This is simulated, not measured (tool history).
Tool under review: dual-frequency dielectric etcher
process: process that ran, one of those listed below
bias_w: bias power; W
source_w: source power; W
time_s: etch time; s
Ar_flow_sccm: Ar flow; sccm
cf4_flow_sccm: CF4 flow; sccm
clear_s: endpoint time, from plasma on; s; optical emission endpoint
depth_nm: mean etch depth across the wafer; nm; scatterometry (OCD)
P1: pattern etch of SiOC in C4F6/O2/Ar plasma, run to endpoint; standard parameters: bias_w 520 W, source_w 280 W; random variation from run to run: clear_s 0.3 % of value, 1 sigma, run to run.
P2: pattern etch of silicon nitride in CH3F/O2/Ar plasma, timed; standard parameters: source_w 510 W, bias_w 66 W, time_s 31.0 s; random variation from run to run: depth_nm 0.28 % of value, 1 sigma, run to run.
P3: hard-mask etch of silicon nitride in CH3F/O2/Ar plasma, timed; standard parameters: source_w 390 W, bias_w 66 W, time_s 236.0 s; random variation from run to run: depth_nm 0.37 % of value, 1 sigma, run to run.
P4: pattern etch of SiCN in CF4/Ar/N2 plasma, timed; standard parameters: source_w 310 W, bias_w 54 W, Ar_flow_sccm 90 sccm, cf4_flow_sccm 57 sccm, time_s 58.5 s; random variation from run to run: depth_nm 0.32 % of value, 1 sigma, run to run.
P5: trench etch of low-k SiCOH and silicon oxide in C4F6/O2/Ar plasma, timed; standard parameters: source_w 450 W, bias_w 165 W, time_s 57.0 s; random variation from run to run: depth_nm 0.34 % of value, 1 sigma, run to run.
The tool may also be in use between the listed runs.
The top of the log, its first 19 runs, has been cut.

run	hour	process	bias_w	source_w	time_s	Ar_flow_sccm	cf4_flow_sccm	hours since the last wet clean	hours since the last bias power generator calibration	hours since the last source power generator calibration	clear_s	depth_nm
20	236.6	P1	641	230				476.6	1856.8	2103.0	15.191	
21	246.4	P2	46	510	31.0			486.4	1866.6	2112.8		19.989
22	260.0	P5	165	620	57.0			500.0	1880.2	2126.4		217.000
23	270.8	P1	520	350				510.8	1891.0	2137.2	14.065	
24	285.6	P1	520	280				525.6	1905.8	2152.0	15.244	
25	299.3	P4	54	310	58.5	53	57	539.3	1919.5	2165.7		36.465
26	310.1	P4	54	310	58.5	90	33	550.1	1930.3	2176.5		30.831
27	320.2	P2	66	360	31.0			560.2	1940.4	2186.6		19.486
28	332.3	P3	86	390	236.0			572.3	1952.5	2198.7		171.040
29	343.4	P4	54	310	58.5	90	57	583.4	1963.6	2209.8		33.577
30	356.0	P1	520	280				596.0	1976.2	2222.4	15.354	
31	368.2	P1	520	280				608.2	1988.4	2234.6	15.335	
32	385.1	P1	520	280				625.1	2005.3	2251.5	15.135	
33	395.8	P1	520	280				635.8	2016.0	2262.2	15.166	
34	406.0	P1	520	280				646.0	2026.2	2272.4	15.157	
35	414.6	P1	520	280				654.6	2034.8	2281.0	15.165	
36	426.2	P1	520	280				666.2	2046.4	2292.6	15.100	
# hour 427.3: wet clean of the chamber
37	439.5	P1	520	280				12.3	2059.7	2305.9	15.064	

Forecast run 38:
38	448.0	P1	520	280				20.8	2068.2	2314.4	?	

Run 38 came out at clear_s 15.070 s.

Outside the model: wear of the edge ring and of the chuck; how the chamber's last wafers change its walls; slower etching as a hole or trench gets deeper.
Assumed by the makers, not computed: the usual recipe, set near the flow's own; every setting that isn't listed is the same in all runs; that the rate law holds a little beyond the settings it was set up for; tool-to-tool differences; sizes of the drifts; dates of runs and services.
